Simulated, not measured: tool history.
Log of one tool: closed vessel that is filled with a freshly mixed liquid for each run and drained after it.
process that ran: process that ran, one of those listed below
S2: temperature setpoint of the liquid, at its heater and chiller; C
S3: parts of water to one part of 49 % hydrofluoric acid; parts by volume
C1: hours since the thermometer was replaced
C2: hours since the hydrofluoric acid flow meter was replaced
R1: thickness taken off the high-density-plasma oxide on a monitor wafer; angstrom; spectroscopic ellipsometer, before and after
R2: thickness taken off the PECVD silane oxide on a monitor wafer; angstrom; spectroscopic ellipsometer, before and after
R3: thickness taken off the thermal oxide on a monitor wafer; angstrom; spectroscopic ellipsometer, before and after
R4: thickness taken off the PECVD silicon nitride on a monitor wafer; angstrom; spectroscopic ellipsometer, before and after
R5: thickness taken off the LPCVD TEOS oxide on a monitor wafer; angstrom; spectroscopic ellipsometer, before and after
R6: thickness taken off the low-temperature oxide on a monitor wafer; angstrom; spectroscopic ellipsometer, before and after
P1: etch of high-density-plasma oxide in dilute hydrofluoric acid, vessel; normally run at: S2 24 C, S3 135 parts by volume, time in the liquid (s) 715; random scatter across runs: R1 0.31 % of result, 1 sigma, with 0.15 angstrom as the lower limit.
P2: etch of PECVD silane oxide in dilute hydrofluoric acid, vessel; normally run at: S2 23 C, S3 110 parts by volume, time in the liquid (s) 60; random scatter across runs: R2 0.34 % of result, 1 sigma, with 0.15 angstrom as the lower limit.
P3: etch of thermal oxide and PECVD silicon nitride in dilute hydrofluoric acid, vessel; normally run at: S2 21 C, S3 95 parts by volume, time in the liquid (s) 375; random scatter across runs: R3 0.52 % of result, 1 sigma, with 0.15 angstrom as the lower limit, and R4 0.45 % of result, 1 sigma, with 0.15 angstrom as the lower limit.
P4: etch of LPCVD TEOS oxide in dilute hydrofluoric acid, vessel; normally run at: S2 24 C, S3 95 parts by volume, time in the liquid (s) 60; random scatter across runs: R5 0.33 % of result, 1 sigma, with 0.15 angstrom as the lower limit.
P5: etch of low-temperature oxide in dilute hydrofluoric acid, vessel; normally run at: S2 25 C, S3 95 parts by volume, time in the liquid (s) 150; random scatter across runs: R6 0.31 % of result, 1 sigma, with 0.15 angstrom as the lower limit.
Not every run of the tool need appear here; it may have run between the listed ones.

run 1 hour=5 | process_that_ran=P1 S2=24 S3=135 time_in_the_liquid_(s)=715 | C1=428.6 C2=653.9 | R1=261.12
run 2 hour=8.9 | process_that_ran=P2 S2=23 S3=35 time_in_the_liquid_(s)=60 | C1=432.5 C2=657.8 | R2=444.61
run 3 hour=13.5 | process_that_ran=P2 S2=30 S3=110 time_in_the_liquid_(s)=60 | C1=437.1 C2=662.4 | R2=169.32
run 4 hour=18.2 | process_that_ran=P1 S2=24 S3=245 time_in_the_liquid_(s)=85 | C1=441.8 C2=667.1 | R1=15.321
run 5 hour=21.7 | process_that_ran=P3 S2=21 S3=50 time_in_the_liquid_(s)=375 | C1=445.3 C2=670.6 | R3=311.14 R4=192.11
run 6 hour=27.5 | process_that_ran=P1 S2=24 S3=135 time_in_the_liquid_(s)=1345 | C1=451.1 C2=676.4 | R1=494.48
run 7 hour=32.2 | process_that_ran=P4 S2=24 S3=95 time_in_the_liquid_(s)=95 | C1=455.8 C2=681.1 | R5=551.52
run 8 hour=36.1 | process_that_ran=P4 S2=28.5 S3=95 time_in_the_liquid_(s)=60 | C1=459.7 C2=685 | R5=417.68
run 9 hour=39.4 | process_that_ran=P5 S2=25 S3=95 time_in_the_liquid_(s)=150 | C1=463 C2=688.3 | R6=409.9
run 10 hour=43.8 | process_that_ran=P1 S2=24 S3=75 time_in_the_liquid_(s)=715 | C1=467.4 C2=692.7 | R1=508
run 11 hour=48.7 | process_that_ran=P3 S2=21 S3=95 time_in_the_liquid_(s)=375 | C1=472.3 C2=697.6 | R3=155.51 R4=102.9
run 12 hour=52.1 | process_that_ran=P1 S2=24 S3=135 time_in_the_liquid_(s)=715 | C1=475.7 C2=701 | R1=262.52
run 13 hour=57.7 | process_that_ran=P3 S2=17 S3=95 time_in_the_liquid_(s)=375 | C1=481.3 C2=706.6 | R3=130.76 R4=78.263
run 14 hour=62.3 | process_that_ran=P1 S2=19 S3=135 time_in_the_liquid_(s)=715 | C1=485.9 C2=711.2 | R1=215.95
run 15 hour=67.7 | process_that_ran=P1 S2=24 S3=75 time_in_the_liquid_(s)=1075 | C1=491.3 C2=716.6 | R1=761.95
run 16 hour=72.6 | process_that_ran=P2 S2=23 S3=110 time_in_the_liquid_(s)=60 | C1=496.2 C2=721.5 | R2=128.11
run 17 hour=76.3 | process_that_ran=P3 S2=21 S3=95 time_in_the_liquid_(s)=540 | C1=499.9 C2=725.2 | R3=226.22 R4=149.19
run 18 hour=80.3 | process_that_ran=P4 S2=24 S3=95 time_in_the_liquid_(s)=60 | C1=503.9 C2=729.2 | R5=349.2
run 19 hour=84.1 | process_that_ran=P1 S2=24 S3=135 time_in_the_liquid_(s)=715 | C1=507.7 C2=733 | R1=262.1
run 20 hour=87.1 | process_that_ran=P5 S2=25 S3=20 time_in_the_liquid_(s)=150 | C1=510.7 C2=736 | R6=2146.5
run 21 hour=90 | process_that_ran=P1 S2=24 S3=135 time_in_the_liquid_(s)=265 | C1=513.6 C2=738.9 | R1=97.187
run 22 hour=93 | process_that_ran=P2 S2=23 S3=110 time_in_the_liquid_(s)=30 | C1=516.6 C2=741.9 | R2=64.583

What does the tool deliver on the next run?
run 23 hour=95.8 | process_that_ran=P5 S2=25 S3=95 time_in_the_liquid_(s)=255 | C1=519.4 C2=744.7 | R6=?

Run 23 came out at R6 697.39 angstrom.
